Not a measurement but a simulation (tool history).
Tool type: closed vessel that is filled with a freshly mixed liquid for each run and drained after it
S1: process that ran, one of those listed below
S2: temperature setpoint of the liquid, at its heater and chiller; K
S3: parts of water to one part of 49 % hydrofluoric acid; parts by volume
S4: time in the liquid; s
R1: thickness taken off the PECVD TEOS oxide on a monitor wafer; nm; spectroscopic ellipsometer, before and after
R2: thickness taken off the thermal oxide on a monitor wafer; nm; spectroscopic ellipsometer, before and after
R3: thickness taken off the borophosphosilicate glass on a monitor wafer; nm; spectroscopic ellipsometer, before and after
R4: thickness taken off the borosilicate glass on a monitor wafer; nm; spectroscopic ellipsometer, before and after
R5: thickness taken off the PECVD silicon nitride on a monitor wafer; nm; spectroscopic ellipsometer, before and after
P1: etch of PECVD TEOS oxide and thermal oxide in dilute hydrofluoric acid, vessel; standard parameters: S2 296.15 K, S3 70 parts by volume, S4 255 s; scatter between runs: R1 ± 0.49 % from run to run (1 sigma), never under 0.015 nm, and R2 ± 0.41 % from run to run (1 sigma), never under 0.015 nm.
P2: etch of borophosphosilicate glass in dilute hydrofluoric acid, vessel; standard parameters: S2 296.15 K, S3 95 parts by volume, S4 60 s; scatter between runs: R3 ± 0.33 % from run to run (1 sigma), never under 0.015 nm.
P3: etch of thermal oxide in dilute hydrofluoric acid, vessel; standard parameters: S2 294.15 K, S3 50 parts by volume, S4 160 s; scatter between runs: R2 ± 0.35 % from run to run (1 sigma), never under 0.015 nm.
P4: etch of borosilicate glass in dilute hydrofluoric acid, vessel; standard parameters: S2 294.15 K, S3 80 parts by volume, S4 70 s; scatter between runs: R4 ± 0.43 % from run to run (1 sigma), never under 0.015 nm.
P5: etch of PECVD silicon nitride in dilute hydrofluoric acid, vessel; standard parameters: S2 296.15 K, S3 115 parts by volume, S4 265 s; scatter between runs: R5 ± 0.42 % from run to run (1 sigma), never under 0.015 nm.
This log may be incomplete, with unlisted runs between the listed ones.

| run | day | S1 | S2 | S3 | S4 | R1 | R2 | R3 | R4 | R5 |
|---|---|---|---|---|---|---|---|---|---|---|
| 1 | 0.408 | P1 | 296.15 | 70 | 255 | 56.423 | 16.715 |  |  |  |
| 2 | 0.796 | P2 | 304.15 | 95 | 60 |  |  | 25.081 |  |  |
| 3 | 1.2 | P1 | 296.15 | 45 | 255 | 90.474 | 27.002 |  |  |  |
| 4 | 1.842 | P1 | 296.15 | 125 | 255 | 29.4 | 8.8306 |  |  |  |
| 5 | 2.517 | P4 | 294.15 | 80 | 70 |  |  |  | 19.032 |  |
| 6 | 2.888 | P4 | 294.15 | 80 | 30 |  |  |  | 8.1376 |  |
| 7 | 3.275 | P4 | 300.65 | 80 | 70 |  |  |  | 24.546 |  |
| 8 | 3.954 | P5 | 296.15 | 115 | 265 |  |  |  |  | 7.6448 |
| 9 | 4.604 | P3 | 294.15 | 50 | 80 |  | 6.9146 |  |  |  |
| 10 | 5.304 | P3 | 298.65 | 50 | 160 |  | 16.494 |  |  |  |
| 11 | 5.942 | P1 | 296.15 | 25 | 125 | 81.991 | 24.46 |  |  |  |
| 12 | 6.292 | P2 | 296.15 | 95 | 30 |  |  | 9.153 |  |  |
| 13 | 6.654 | P3 | 294.15 | 50 | 160 |  | 13.757 |  |  |  |
| 14 | 7.05 | P1 | 296.15 | 70 | 85 | 18.718 | 5.5663 |  |  |  |
| 15 | 7.467 | P1 | 296.15 | 70 | 420 | 92.091 | 27.663 |  |  |  |
| 16 | 8.025 | P5 | 300.65 | 115 | 265 |  |  |  |  | 10.215 |
| 17 | 8.775 | P1 | 290.15 | 70 | 435 | 74.536 | 22.318 |  |  |  |
| 18 | 9.358 | P3 | 294.15 | 30 | 160 |  | 23.376 |  |  |  |
| 19 | 9.892 | P1 | 290.15 | 70 | 255 | 43.925 | 12.961 |  |  |  |
| 20 | 10.588 | P2 | 296.15 | 40 | 60 |  |  | 46.889 |  |  |
| 21 | 11.229 | P5 | 296.15 | 30 | 265 |  |  |  |  | 28.531 |
| 22 | 11.612 | P2 | 296.15 | 95 | 60 |  |  | 18.36 |  |  |
| 23 | 12.342 | P5 | 296.15 | 115 | 55 |  |  |  |  | 1.5798 |
| 24 | 13.042 | P4 | 294.15 | 110 | 70 |  |  |  | 13.546 |  |
| 25 | 13.796 | P1 | 296.15 | 70 | 255 | 56.773 | 16.812 |  |  |  |
| 26 | 14.575 | P1 | 300.65 | 70 | 255 | 67.799 | 19.975 |  |  |  |
| 27 | 15.075 | P1 | 296.15 | 70 | 255 | 56.321 | 16.701 |  |  |  |
| 28 | 15.621 | P1 | 296.15 | 70 | 255 | 56.001 | 16.852 |  |  |  |
| 29 | 16.125 | P4 | 294.15 | 80 | 70 |  |  |  | 19.092 |  |
| 30 | 16.783 | P1 | 296.15 | 70 | 255 | 56.542 | 16.76 |  |  |  |
| 31 | 17.392 | P1 | 296.15 | 70 | 255 | 54.717 | 16.249 |  |  |  |
| 32 | 17.767 | P1 | 296.15 | 70 | 255 | 53.69 | 16.197 |  |  |  |
| 33 | 18.242 | P1 | 296.15 | 70 | 255 | 53.537 | 15.909 |  |  |  |
| 34 | 18.654 | P1 | 296.15 | 70 | 255 | 52.998 | 15.89 |  |  |  |
| 35 | 19.012 | P1 | 296.15 | 70 | 255 | 52.673 | 15.769 |  |  |  |
| 36 | 19.779 | P1 | 296.15 | 70 | 255 | 52.181 | 15.737 |  |  |  |
| 37 | 20.462 | P1 | 296.15 | 70 | 255 | 52.536 | 15.668 |  |  |  |
| 38 | 20.929 | P1 | 296.15 | 70 | 255 | 52.276 | 15.587 |  |  |  |

What P1 gives has crept away from where it was. These 2 causes fit the log equally well, each at the size given:
A: hydrofluoric acid flow below the setpoint (%) = 5.96
B: liquid colder than its thermometer reads (K) = 1.63
Onset of the creep was near day 16.783.

Which of the 4 check runs listed below separates the causes, so that each cause would produce a clearly different result? Each run uses one wafer, and its results are marked with question marks.
| check 1 | 21.396 | P2 | 296.15 | 60 | 30 |  |  | ? |  |  |
| check 2 | 21.396 | P3 | 294.15 | 30 | 160 |  | ? |  |  |  |
| check 3 | 21.396 | P4 | 297.15 | 80 | 30 |  |  |  | ? |  |
| check 4 | 21.396 | P5 | 296.15 | 45 | 70 |  |  |  |  | ? |

What each check would give under each cause:
| check | result | if A | if B |
|---|---|---|---|
| check 1 | R3 | 14.234 | 14.216 |
| check 2 | R2 | 22.004 | 21.864 |
| check 3 | R4 | 8.6566 | 8.6726 |
| check 4 | R5 | 4.7824 | 4.5412 |
Per-check spread between the two closest causes, in the result where they differ most: check 1 0.13 %; check 2 0.64 %; check 3 0.18 %; check 4 5.18 %
The causes can be told apart only by check 4. The other checks would give nearly the same results under each of them.

With check 4 done, the readings were: R5 4.5268 nm. Identify which of the listed causes applies.

The cause is B: liquid colder than its thermometer reads (K).
